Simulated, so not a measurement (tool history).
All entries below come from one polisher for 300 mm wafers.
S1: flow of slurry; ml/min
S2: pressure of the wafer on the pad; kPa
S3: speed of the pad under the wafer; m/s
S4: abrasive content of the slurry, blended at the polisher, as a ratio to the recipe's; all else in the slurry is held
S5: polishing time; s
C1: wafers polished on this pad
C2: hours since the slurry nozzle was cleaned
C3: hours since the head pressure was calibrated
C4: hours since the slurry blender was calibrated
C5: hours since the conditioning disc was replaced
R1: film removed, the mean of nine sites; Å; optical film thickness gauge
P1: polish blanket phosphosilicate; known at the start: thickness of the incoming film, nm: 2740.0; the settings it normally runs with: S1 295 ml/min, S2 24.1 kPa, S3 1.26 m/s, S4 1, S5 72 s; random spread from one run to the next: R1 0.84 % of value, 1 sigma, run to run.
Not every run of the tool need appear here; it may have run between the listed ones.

run,day,S1,S2,S3,S4,S5,C1,C2,C3,C4,C5,R1
1,0.579,295,24.1,1.26,1,72,454,492.7,573.6,213.7,187.1,10090
2,0.967,295,24.1,1.26,1,72,574,502,582.9,223,196.4,9906.6
3,1.575,295,24.1,1.26,1,72,763,516.6,597.5,237.6,211,9873.1
4,2.221,295,24.1,1.26,1,32,963,532.1,613,253.1,226.5,4392.3
5,2.667,295,24.1,1.26,1,107,1101,542.8,623.7,263.8,237.2,14691
6,3.058,295,24.1,1.26,1,72,1222,552.2,633.1,273.2,246.6,9823.6
7,3.642,295,24.1,0.66,1,110,1403,566.2,647.1,287.2,260.6,9097.1
8,4.146,295,24.1,1.26,1,72,1559,578.3,659.2,299.3,272.7,9850.4
# day 4.388: slurry blender recalibrated
9,4.708,295,24.1,1.78,1,72,1733,591.8,672.7,7.7,286.2,13182
10,5.317,295,24.1,1.26,1.35,72,1922,606.4,687.3,22.3,300.8,11173
11,5.908,295,24.1,0.58,1,72,2105,620.6,701.5,36.5,315,5310.5
12,6.446,175,24.1,1.26,1,72,2272,633.5,714.4,49.4,327.9,9490.5
13,7.021,295,15.2,1.26,1,72,2450,647.3,728.2,63.2,341.7,6186.4
14,7.479,295,34.5,0.8,1,72,2592,658.3,739.2,74.2,352.7,9986.4
15,8.125,445,24.1,1.26,1,72,2792,673.8,754.7,89.7,368.2,10116
16,8.579,295,24.1,1.26,0.5,72,2932,684.7,765.6,100.6,379.1,6887.8
17,9.008,175,24.1,1.68,1,72,3065,695,775.9,110.9,389.4,11785
18,9.433,295,35.9,1.26,1,72,3197,705.2,786.1,121.1,399.6,14873
19,9.95,295,24.1,1.26,1,72,3357,717.6,798.5,133.5,412,9941.2
20,10.629,295,24.1,1.26,1,72,3567,733.9,814.8,149.8,428.3,9862.9

Expected results for the next run?
21,11.133,295,24.1,1.26,1,72,3724,746,826.9,161.9,440.4,?

For run 21 the tool returned R1 9504.4 Å.

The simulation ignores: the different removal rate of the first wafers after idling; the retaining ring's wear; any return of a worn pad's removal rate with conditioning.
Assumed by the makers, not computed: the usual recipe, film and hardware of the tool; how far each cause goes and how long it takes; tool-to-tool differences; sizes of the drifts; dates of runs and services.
